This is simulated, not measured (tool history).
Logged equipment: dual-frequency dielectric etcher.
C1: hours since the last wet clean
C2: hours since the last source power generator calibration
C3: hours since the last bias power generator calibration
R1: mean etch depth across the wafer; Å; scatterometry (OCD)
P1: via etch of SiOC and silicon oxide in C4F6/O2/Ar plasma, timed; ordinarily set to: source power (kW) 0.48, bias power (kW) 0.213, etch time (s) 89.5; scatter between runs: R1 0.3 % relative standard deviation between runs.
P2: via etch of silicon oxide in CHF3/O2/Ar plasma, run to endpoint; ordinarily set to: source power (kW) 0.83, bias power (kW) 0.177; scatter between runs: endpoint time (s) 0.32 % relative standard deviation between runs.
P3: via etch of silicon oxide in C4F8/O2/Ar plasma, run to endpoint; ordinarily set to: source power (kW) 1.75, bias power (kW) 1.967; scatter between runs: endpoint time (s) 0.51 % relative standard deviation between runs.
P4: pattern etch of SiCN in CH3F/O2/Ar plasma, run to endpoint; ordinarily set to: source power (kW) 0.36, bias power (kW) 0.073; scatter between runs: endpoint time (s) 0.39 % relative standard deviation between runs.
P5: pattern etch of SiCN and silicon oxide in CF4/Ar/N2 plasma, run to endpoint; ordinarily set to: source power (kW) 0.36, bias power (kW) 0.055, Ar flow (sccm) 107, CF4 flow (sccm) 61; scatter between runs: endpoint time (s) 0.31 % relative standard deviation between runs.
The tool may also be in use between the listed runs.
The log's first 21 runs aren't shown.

run 22 hour=255.6 | process_that_ran=P1 source_power_(kW)=0.48 bias_power_(kW)=0.213 etch_time_(s)=89.5 | C1=349.8 C2=200.6 C3=2211.4 | R1=1123.2
run 23 hour=272.2 | process_that_ran=P1 source_power_(kW)=0.48 bias_power_(kW)=0.213 etch_time_(s)=122.5 | C1=366.4 C2=217.2 C3=2228 | R1=1540.1
run 24 hour=285 | process_that_ran=P5 source_power_(kW)=0.36 bias_power_(kW)=0.037 Ar_flow_(sccm)=107 CF4_flow_(sccm)=61 | C1=379.2 C2=230 C3=2240.8 | endpoint_time_(s)=16.449
run 25 hour=297 | process_that_ran=P4 source_power_(kW)=0.36 bias_power_(kW)=0.093 | C1=391.2 C2=242 C3=2252.8 | endpoint_time_(s)=32.671
run 26 hour=306.5 | process_that_ran=P5 source_power_(kW)=0.36 bias_power_(kW)=0.055 Ar_flow_(sccm)=64 CF4_flow_(sccm)=61 | C1=400.7 C2=251.5 C3=2262.3 | endpoint_time_(s)=13.405
run 27 hour=318.4 | process_that_ran=P2 source_power_(kW)=0.83 bias_power_(kW)=0.177 | C1=412.6 C2=263.4 C3=2274.2 | endpoint_time_(s)=295.39
run 28 hour=331.8 | process_that_ran=P1 source_power_(kW)=0.48 bias_power_(kW)=0.275 etch_time_(s)=67.5 | C1=426 C2=276.8 C3=2287.6 | R1=923.16
run 29 hour=340.5 | process_that_ran=P2 source_power_(kW)=0.83 bias_power_(kW)=0.177 | C1=434.7 C2=285.5 C3=2296.3 | endpoint_time_(s)=295.46
run 30 hour=353.5 | process_that_ran=P1 source_power_(kW)=0.3 bias_power_(kW)=0.213 etch_time_(s)=89.5 | C1=447.7 C2=298.5 C3=2309.3 | R1=932.82
run 31 hour=369.2 | process_that_ran=P5 source_power_(kW)=0.36 bias_power_(kW)=0.055 Ar_flow_(sccm)=107 CF4_flow_(sccm)=75 | C1=463.4 C2=314.2 C3=2325 | endpoint_time_(s)=13.981
run 32 hour=386.2 | process_that_ran=P1 source_power_(kW)=0.48 bias_power_(kW)=0.213 etch_time_(s)=89.5 | C1=480.4 C2=331.2 C3=2342 | R1=1113.8
run 33 hour=404 | process_that_ran=P1 source_power_(kW)=0.48 bias_power_(kW)=0.213 etch_time_(s)=89.5 | C1=498.2 C2=349 C3=2359.8 | R1=1111.4

Run 34 is up next; what results do you expect?
run 34 hour=412 | process_that_ran=P1 source_power_(kW)=0.48 bias_power_(kW)=0.213 etch_time_(s)=89.5 | C1=506.2 C2=357 C3=2367.8 | R1=?

{"run 34": {"R1": 1103.9}}

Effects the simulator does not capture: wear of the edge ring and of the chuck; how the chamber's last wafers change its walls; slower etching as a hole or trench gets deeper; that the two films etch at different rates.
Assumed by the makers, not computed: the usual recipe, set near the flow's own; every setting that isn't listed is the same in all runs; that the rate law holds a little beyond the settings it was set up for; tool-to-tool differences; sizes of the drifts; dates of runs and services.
